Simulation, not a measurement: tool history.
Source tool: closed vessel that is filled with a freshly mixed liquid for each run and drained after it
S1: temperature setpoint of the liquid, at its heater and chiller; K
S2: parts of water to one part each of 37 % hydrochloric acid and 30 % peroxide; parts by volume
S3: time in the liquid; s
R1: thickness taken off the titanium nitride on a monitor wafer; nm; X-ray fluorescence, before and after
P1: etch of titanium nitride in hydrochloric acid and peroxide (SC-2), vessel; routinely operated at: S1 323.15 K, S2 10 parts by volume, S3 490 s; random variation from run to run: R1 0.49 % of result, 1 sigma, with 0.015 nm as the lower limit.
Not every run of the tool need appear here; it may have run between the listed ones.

run	day	S1	S2	S3	R1
1	0.217	323.15	10	490	10.114
2	0.412	334.15	10	200	8.3014
# day 0.488: new drum of peroxide connected
3	0.688	308.15	10	490	3.5481
4	0.908	323.15	10	30	0.63895
5	1.05	323.15	10	490	10.085
6	1.342	323.15	10	490	10.081
7	1.554	323.15	15.5	490	6.9411
8	1.788	323.15	10	490	10.067
# day 1.95: thermometer replaced
9	1.979	338.65	4	490	53.918
# day 2.058: chemicals flow meter replaced
10	2.221	323.15	4	490	20.349
11	2.433	323.15	10	850	17.496
12	2.579	323.15	10	490	10.19
13	2.738	338.65	10	490	26.852
14	2.908	323.15	10	490	10.115
15	3.054	323.15	10	490	9.7742
16	3.262	323.15	10	490	9.5908
17	3.517	323.15	10	490	9.2848
# day 3.717: new drum of peroxide connected
18	3.717	323.15	10	490	9.2372
19	3.892	323.15	10	490	9.1796
20	4.142	323.15	10	490	9.2626
21	4.342	323.15	10	490	9.1261

The output of P1 has drifted from where it used to be. Each of the 2 causes below, taken at the size shown beside it, accounts for the log equally well:
A: liquid colder than its thermometer reads (K) = 1.5
B: chemicals flow below the setpoint (%) = 11.2
The drift started at roughly day 2.908.
The rest of the possible causes, and what rules out each one:
peroxide weaker than its label (%): serviced at day 3.717, which brought nothing back

Which of the check runs below tells the causes apart, meaning the causes would give it clearly different results? Each run uses 5 wafers whose results are averaged, and each result is shown as a question mark.
check 1	4.542	315.15	10	35	?
check 2	4.542	323.15	13.5	65	?
check 3	4.542	323.15	15.5	35	?
check 4	4.542	309.15	5.5	490	?

If the cause were each of the candidates in turn, the checks would give the following:
check	result	if A	if B
check 1	R1	0.37632	0.37848
check 2	R1	0.9398	0.93627
check 3	R1	0.44821	0.44579
check 4	R1	5.4674	5.5851
Gap, in per cent, between the two causes that each check separates least, read from the result that separates them most: check 1 0.57 %; check 2 0.38 %; check 3 0.54 %; check 4 2.13 %
Only check 4 tells the causes apart: in the others they would give nearly the same result.

With check 4 done, the readings were: R1 5.5866 nm. Identify which of the listed causes applies.

The correct cause is B, namely: chemicals flow below the setpoint (%).
